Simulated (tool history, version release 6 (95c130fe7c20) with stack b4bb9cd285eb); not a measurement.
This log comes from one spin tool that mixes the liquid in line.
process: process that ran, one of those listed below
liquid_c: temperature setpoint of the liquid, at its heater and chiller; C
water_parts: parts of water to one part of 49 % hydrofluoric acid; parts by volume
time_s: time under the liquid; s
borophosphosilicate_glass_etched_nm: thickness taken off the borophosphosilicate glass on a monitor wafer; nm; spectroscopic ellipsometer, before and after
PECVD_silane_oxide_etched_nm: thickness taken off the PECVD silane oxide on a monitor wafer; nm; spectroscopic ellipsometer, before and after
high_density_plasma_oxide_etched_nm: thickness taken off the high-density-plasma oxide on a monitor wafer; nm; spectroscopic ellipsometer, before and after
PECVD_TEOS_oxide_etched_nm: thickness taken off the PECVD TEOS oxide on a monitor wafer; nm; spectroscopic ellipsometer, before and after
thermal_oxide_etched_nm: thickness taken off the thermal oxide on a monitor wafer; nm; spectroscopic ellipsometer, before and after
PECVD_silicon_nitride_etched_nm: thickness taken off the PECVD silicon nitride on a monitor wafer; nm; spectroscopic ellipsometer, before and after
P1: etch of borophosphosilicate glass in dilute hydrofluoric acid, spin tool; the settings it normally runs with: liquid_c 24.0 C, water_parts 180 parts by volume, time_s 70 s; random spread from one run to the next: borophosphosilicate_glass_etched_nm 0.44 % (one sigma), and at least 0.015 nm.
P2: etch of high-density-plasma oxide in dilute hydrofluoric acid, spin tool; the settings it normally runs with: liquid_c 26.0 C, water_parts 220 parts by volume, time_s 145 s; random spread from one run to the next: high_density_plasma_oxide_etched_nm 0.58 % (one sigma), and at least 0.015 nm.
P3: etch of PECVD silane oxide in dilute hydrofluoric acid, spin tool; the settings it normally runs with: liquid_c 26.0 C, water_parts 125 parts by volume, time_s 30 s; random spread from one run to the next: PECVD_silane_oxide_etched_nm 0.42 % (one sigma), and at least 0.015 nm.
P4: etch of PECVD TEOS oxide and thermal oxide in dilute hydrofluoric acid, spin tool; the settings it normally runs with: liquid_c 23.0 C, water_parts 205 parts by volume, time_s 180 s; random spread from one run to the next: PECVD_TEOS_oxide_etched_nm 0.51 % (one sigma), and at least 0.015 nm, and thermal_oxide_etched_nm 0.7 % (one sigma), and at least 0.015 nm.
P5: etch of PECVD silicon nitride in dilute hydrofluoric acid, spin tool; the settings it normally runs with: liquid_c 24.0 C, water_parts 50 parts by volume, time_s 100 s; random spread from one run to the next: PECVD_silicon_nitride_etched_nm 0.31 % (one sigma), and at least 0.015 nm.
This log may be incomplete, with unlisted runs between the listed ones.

run   hour  process  liquid_c  water_parts  time_s  hours since the thermometer was replaced  hours since the hydrofluoric acid flow meter was replaced  borophosphosilicate_glass_etched_nm  PECVD_silane_oxide_etched_nm  high_density_plasma_oxide_etched_nm  PECVD_TEOS_oxide_etched_nm  thermal_oxide_etched_nm  PECVD_silicon_nitride_etched_nm
  1    4.8       P1      24.0          180      70                                    1425.1                                                      526.8                              11.4610
  2   11.5       P1      24.0          180      70                                    1431.8                                                      533.5                              11.5340
  3   16.8       P3      26.0          125      15                                    1437.1                                                      538.8                                                             4.4845
  4   22.8       P2      26.0          400     145                                    1443.1                                                      544.8                                                                                                  2.1040
  5   29.6       P4      23.0          360     180                                    1449.9                                                      551.6                                                                                                                             4.87580                  1.71990
  6   35.4       P5      24.0           50      15                                    1455.7                                                      557.4                                                                                                                                                                                        1.7148
  7   42.9       P1      24.0          180     100                                    1463.2                                                      564.9                              16.3250
  8   47.0       P5      20.0           50     100                                    1467.3                                                      569.0                                                                                                                                                                                        8.5008
  9   51.4       P1      24.0          180      70                                    1471.7                                                      573.4                              11.3540
 10   55.1       P1      20.5          180     120                                    1475.4                                                      577.1                              17.1270
 11   63.2       P4      23.0          205     180                                    1483.5                                                      585.2                                                                                                                            10.03900                  3.57890
 12   69.7       P1      19.5          180      70                                    1490.0                                                      591.7                               9.6827
 13   75.2       P1      24.0          180      20                                    1495.5                                                      597.2                               3.2652
 14   83.1       P2      26.0          220     285                                    1503.4                                                      605.1                                                                                                  9.1108
 15   88.1       P2      26.0          220     145                                    1508.4                                                      610.1                                                                                                  4.6574
 16   91.8       P1      24.0          180      70                                    1512.1                                                      613.8                              11.4920
 17   96.7       P4      23.0          205      15                                    1517.0                                                      618.7                                                                                                                             0.82127                  0.31134
 18  102.6       P2      19.0          220     145                                    1522.9                                                      624.6                                                                                                  3.5738
 19  107.2       P1      24.0          105      70                                    1527.5                                                      629.2                              21.4300
 20  111.6       P1      24.0          270      70                                    1531.9                                                      633.6                               6.9642
     116.8  -- hydrofluoric acid flow meter replaced
 21  119.6       P4      18.5          205     180                                    1539.9                                                        2.9                                                                                                                             8.53480                  2.97400
 22  127.5       P3      18.0          125      30                                    1547.8                                                       10.8                                                             6.4834
 23  135.2       P5      24.0           50     100                                    1555.5                                                       18.5                                                                                                                                                                                       11.2070
 24  143.1       P3      26.0          205      30                                    1563.4                                                       26.4                                                             4.9292
 25  150.4       P5      24.0           70     100                                    1570.7                                                       33.7                                                                                                                                                                                        8.1029
 26  156.2       P1      24.0          180      70                                    1576.5                                                       39.5                              11.3680
 27  161.4       P3      26.0          125      30                                    1581.7                                                       44.7                                                             8.9579
 28  169.4       P3      26.0          125      30                                    1589.7                                                       52.7                                                             8.9200
 29  175.2       P1      31.5          180      70                                    1595.5                                                       58.5                              15.1270
 30  179.9       P1      24.0          180      70                                    1600.2                                                       63.2                              11.3830
 31  186.7       P1      24.0          180      70                                    1607.0                                                       70.0                              11.8530
 32  194.3       P1      24.0          180      70                                    1614.6                                                       77.6                              12.0260
 33  201.4       P1      24.0          180      70                                    1621.7                                                       84.7                              12.1040
 34  205.3       P1      24.0          180      70                                    1625.6                                                       88.6                              12.1440
 35  209.6       P1      24.0          180      70                                    1629.9                                                       92.9                              12.2430
 36  214.1       P1      24.0          180      70                                    1634.4                                                       97.4                              12.2140
 37  222.0       P1      24.0          180      70                                    1642.3                                                      105.3                              12.1680

P1 no longer gives what it gave before; its output has crept away from where it was. The following 2 causes, each at its listed size, fit the log equally well:
A: liquid hotter than its thermometer reads (K) = 1.64
B: hydrofluoric acid flow above the setpoint (%) = 5.2
The onset of the drift is placed at about hour 179.9.

Of the 4 check runs listed below, each run on one wafer and each result written as a question mark, which would let you distinguish the listed causes because they would give clearly different results?
check 1  229.9       P2      22.5          220     270                                                                                                                                                                                                            ?
check 2  229.9       P4      19.0          355     180                                                                                                                                                                                                                                        ?                        ?
check 3  229.9       P5      24.0           50      55                                                                                                                                                                                                                                                                                                  ?
check 4  229.9       P3      18.5          125      30                                                                                                                                                                       ?

How each check would come out, cause by cause:
  check                               result     if A     if B
check 1  high_density_plasma_oxide_etched_nm   8.0830   8.0951
check 2           PECVD_TEOS_oxide_etched_nm  4.59290  4.62590
check 2              thermal_oxide_etched_nm  1.62630  1.63790
check 3      PECVD_silicon_nitride_etched_nm   6.8874   6.4839
check 4         PECVD_silane_oxide_etched_nm   7.0627   6.9955
How far apart the two closest causes lie, in the result that separates them most: check 1 0.15 %; check 2 0.72 %; check 3 6.04 %; check 4 0.96 %
Only in check 3 would the causes give clearly different results; in the remaining checks their results would be nearly the same.

With check 3 done, the readings were: PECVD_silicon_nitride_etched_nm 6.8995 nm. Identify which of the listed causes applies.

The correct cause is A, namely: liquid hotter than its thermometer reads (K).
